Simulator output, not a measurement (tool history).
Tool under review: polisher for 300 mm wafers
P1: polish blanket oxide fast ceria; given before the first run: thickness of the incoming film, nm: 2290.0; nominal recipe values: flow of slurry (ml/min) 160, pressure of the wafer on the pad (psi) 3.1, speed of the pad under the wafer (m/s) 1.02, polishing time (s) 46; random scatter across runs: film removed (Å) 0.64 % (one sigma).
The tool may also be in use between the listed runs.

run   hour  flow of slurry (ml/min)  pressure of the wafer on the pad (psi)  speed of the pad under the wafer (m/s)  polishing time (s)  wafers polished on this pad  hours since the slurry nozzle was cleaned  hours since the head pressure was calibrated  film removed (Å)
  1    6.4                      160                                     3.1                                    1.02                  46                          554                                      408.6                                         268.8              7793
  2   18.5                      160                                     3.1                                    1.02                  33                          763                                      420.7                                         280.9            5592.8
  3   25.9                      160                                     4.9                                    1.02                  46                          891                                      428.1                                         288.3             12409
  4   37.6                       95                                     3.1                                    1.02                  46                         1093                                      439.8                                           300            7106.8
  5   44.3                      160                                     3.1                                    0.52                  46                         1208                                      446.5                                         306.7            3995.1
  6   56.3                      160                                     3.1                                    1.58                  46                         1416                                      458.5                                         318.7             12159
  7   65.4                      205                                     3.1                                    1.02                  46                         1573                                      467.6                                         327.8            8166.9
  8   75.9                      160                                     3.1                                    1.02                  46                         1754                                      478.1                                         338.3            7889.9
  9     88                      160                                     3.1                                    1.02                  72                         1963                                      490.2                                         350.4             12319
 10   96.9                      160                                     3.1                                    1.02                  46                         2116                                      499.1                                         359.3            7914.7
 11  107.4                      160                                     3.1                                     1.5                  26                         2297                                      509.6                                         369.8            6425.9
 12  119.7                      240                                     3.1                                    1.02                  24                         2510                                      521.9                                         382.1            4307.2
 13  129.7                      160                                     3.1                                    1.02                  46                         2682                                      531.9                                         392.1              7779

Run 14 comes next. What will it give?
 14  136.9                      160                                     3.1                                    1.02                  46                         2806                                      539.1                                         399.3                 ?

{"run 14": {"film removed (Å)": 7867.9}}
